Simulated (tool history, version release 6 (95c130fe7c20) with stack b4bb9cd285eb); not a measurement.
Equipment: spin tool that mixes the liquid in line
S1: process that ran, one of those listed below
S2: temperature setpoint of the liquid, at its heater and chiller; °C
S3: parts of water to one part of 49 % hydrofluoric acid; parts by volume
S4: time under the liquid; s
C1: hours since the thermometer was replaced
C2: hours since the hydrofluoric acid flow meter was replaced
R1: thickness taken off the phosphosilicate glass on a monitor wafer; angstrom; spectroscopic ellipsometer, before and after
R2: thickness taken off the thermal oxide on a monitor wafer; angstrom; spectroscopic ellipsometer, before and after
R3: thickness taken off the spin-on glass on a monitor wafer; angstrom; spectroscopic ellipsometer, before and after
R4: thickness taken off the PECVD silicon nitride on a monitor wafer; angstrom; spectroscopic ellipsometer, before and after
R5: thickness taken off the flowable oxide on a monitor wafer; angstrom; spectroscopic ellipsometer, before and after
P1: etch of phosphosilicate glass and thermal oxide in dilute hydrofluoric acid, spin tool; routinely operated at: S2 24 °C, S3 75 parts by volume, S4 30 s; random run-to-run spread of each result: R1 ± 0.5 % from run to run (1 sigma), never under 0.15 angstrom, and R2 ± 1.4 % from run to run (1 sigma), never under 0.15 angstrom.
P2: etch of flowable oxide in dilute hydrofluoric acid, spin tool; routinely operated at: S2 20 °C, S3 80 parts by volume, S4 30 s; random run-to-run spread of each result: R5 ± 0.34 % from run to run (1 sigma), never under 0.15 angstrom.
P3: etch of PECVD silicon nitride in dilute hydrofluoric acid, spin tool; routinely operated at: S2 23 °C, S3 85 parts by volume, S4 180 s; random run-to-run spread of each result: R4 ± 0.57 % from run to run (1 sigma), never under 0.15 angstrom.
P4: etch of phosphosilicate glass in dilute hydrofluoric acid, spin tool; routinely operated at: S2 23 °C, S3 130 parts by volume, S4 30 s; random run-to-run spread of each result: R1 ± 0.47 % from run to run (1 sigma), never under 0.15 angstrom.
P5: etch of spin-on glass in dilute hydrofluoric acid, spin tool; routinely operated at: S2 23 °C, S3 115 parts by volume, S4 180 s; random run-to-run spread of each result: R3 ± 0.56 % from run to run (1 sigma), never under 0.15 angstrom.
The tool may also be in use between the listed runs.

run,hour,S1,S2,S3,S4,C1,C2,R1,R2,R3,R4,R5
1,12,P1,24,75,30,1376.3,1564.5,798.74,18.725,,,
2,19.3,P5,23,35,180,1383.6,1571.8,,,1329.9,,
3,32.2,P5,23,115,180,1396.5,1584.7,,,366.89,,
4,41.8,P5,23,115,335,1406.1,1594.3,,,682.85,,
5,53,P1,24,75,30,1417.3,1605.5,801.3,18.567,,,
6,66.3,P3,23,85,180,1430.6,1618.8,,,,64.408,
7,77.4,P1,24,75,30,1441.7,1629.9,800.3,18.785,,,
8,84.7,P5,17,115,180,1449,1637.2,,,289.01,,
9,100.1,P2,20,80,15,1464.4,1652.6,,,,,84.5
10,113.7,P1,24,125,30,1478,1666.2,453.09,10.467,,,
11,124.5,P1,19.5,20,30,1488.8,1677,2670.4,61.414,,,
12,136.2,P2,20,80,30,1500.5,1688.7,,,,,169.1
13,143.4,P1,24,75,15,1507.7,1695.9,395.65,9.226,,,
14,156.9,P1,24,75,60,1521.2,1709.4,1592.8,36.863,,,
15,164.1,P1,28,75,30,1528.4,1716.6,940.04,22.171,,,
16,178.9,P1,24,75,30,1543.2,1731.4,796.97,18.997,,,
17,186,P1,24,75,30,1550.3,1738.5,803.2,19.249,,,
18,194.8,P3,23,85,295,1559.1,1747.3,,,,106.22,
19,207.3,P3,17,85,180,1571.6,1759.8,,,,42.692,
20,214.8,P4,23,130,30,1579.1,1767.3,421.15,,,,
21,224.7,P4,23,130,15,1589,1777.2,212.54,,,,
22,239.2,P2,27.5,80,30,1603.5,1791.7,,,,,228.58
23,253.9,P4,23,30,30,1618.2,1806.4,2067.9,,,,
24,267.9,P2,20,80,30,1632.2,1820.4,,,,,168.04
25,282,P3,23,85,180,1646.3,1834.5,,,,65.167,
26,290.8,P3,23,20,180,1655.1,1843.3,,,,265.74,
27,303.6,P1,24,75,30,1667.9,1856.1,792.49,19.213,,,
28,311.1,P1,18.5,75,30,1675.4,1863.6,633.89,14.753,,,
29,318.2,P2,20,140,30,1682.5,1870.7,,,,,89.759
30,333.6,P4,27,130,30,1697.9,1886.1,495.18,,,,
31,348,P1,24,30,30,1712.3,1900.5,2119.3,50.299,,,
32,361.3,P1,24,75,30,1725.6,1913.8,801.37,18.832,,,
33,376.3,P1,24,75,30,1740.6,1928.8,800.13,19.175,,,
34,391.1,P1,24,75,30,1755.4,1943.6,832.73,19.575,,,
35,401.7,P1,24,75,30,1766,1954.2,848.22,19.961,,,
36,411,P1,24,75,30,1775.3,1963.5,841.68,20.164,,,
37,419.9,P1,24,75,30,1784.2,1972.4,852.58,20.303,,,
38,429.7,P1,24,75,30,1794,1982.2,852.31,20.791,,,
39,444.1,P1,24,75,30,1808.4,1996.6,850.7,20.157,,,

Compared with where it was, what P1 gives has crept away. Each cause listed below fits the log as well as the rest, at the size given for it:
A: liquid hotter than its thermometer reads (K) = 1.63
B: hydrofluoric acid flow above the setpoint (%) = 6.15
The onset of the drift is placed at about hour 376.3.

4 check runs are offered, one wafer each, their results left as question marks. Which one tells the causes apart?
check 1,458.5,P3,17.5,85,275,,,,,,?,
check 2,458.5,P2,23,80,30,,,,,,,?
check 3,458.5,P5,18,70,180,,,,,?,,
check 4,458.5,P4,23,55,30,,,?,,,,

What each check would give under each cause:
check,result,if A,if B
check 1,R4,76.008,71.921
check 2,R5,203.39,203.34
check 3,R3,554.98,552.39
check 4,R1,1171.8,1168.2
Per check, the gap between the least separated pair of causes, taken in the result that splits them most: check 1 5.53 %; check 2 0.03 %; check 3 0.47 %; check 4 0.31 %
Check 1 distinguishes between the causes, while the remaining checks would return nearly the same result for all of them.

Check 1 was then run and gave: R4 72.418 angstrom. Which cause is it?

It was cause B: hydrofluoric acid flow above the setpoint (%).

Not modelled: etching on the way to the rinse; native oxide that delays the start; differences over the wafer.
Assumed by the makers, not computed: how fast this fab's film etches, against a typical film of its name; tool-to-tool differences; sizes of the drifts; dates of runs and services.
